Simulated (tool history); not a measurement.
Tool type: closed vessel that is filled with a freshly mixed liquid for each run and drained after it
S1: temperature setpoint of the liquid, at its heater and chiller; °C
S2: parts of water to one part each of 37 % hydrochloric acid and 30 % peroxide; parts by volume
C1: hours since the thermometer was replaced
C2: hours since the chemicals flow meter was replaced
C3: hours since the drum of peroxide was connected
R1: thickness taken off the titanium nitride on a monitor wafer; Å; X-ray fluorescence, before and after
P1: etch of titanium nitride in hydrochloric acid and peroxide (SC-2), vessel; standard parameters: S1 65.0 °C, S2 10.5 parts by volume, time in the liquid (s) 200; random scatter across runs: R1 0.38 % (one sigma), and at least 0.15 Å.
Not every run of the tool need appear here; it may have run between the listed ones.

Run 1, day 0.217: S1 65.0 °C, S2 10.5 parts by volume, time in the liquid (s) 200; C1 392.2; C2 940.9; C3 208.1. Result: R1 161.030 Å.
Run 2, day 0.367: S1 65.0 °C, S2 4.0 parts by volume, time in the liquid (s) 200; C1 395.8; C2 944.5; C3 211.7. Result: R1 334.420 Å.
Run 3, day 0.638: S1 65.0 °C, S2 10.5 parts by volume, time in the liquid (s) 200; C1 402.3; C2 951.0; C3 218.2. Result: R1 159.100 Å.
Run 4, day 0.908: S1 65.0 °C, S2 10.5 parts by volume, time in the liquid (s) 200; C1 408.8; C2 957.5; C3 224.7. Result: R1 159.880 Å.
Run 5, day 1.042: S1 72.0 °C, S2 10.5 parts by volume, time in the liquid (s) 200; C1 412.0; C2 960.7; C3 227.9. Result: R1 242.570 Å.
Run 6, day 1.296: S1 72.0 °C, S2 10.5 parts by volume, time in the liquid (s) 30; C1 418.1; C2 966.8; C3 234.0. Result: R1 36.379 Å.
Run 7, day 1.421: S1 65.0 °C, S2 10.5 parts by volume, time in the liquid (s) 40; C1 421.1; C2 969.8; C3 237.0. Result: R1 31.711 Å.
Run 8, day 1.558: S1 49.5 °C, S2 10.5 parts by volume, time in the liquid (s) 200; C1 424.4; C2 973.1; C3 240.3. Result: R1 59.300 Å.
Run 9, day 1.808: S1 65.0 °C, S2 17.0 parts by volume, time in the liquid (s) 200; C1 430.4; C2 979.1; C3 246.3. Result: R1 105.360 Å.
Run 10, day 2.079: S1 65.0 °C, S2 10.5 parts by volume, time in the liquid (s) 330; C1 436.9; C2 985.6; C3 252.8. Result: R1 262.860 Å.
At day 2.179: thermometer replaced.
Run 11, day 2.333: S1 65.0 °C, S2 10.5 parts by volume, time in the liquid (s) 200; C1 3.8; C2 991.7; C3 258.9. Result: R1 159.140 Å.
Run 12, day 2.575: S1 65.0 °C, S2 10.5 parts by volume, time in the liquid (s) 200; C1 9.6; C2 997.5; C3 264.7. Result: R1 159.790 Å.
Run 13, day 2.721: S1 65.0 °C, S2 10.5 parts by volume, time in the liquid (s) 200; C1 13.1; C2 1001.0; C3 268.2. Result: R1 165.540 Å.
Run 14, day 2.917: S1 65.0 °C, S2 10.5 parts by volume, time in the liquid (s) 200; C1 17.8; C2 1005.7; C3 272.9. Result: R1 171.610 Å.

What does the tool deliver on the next run?
Run 15, day 3.162: S1 65.0 °C, S2 10.5 parts by volume, time in the liquid (s) 200; C1 23.7; C2 1011.6; C3 278.8. Result: R1 ?.

Logged for run 15: R1 172.320 Å.
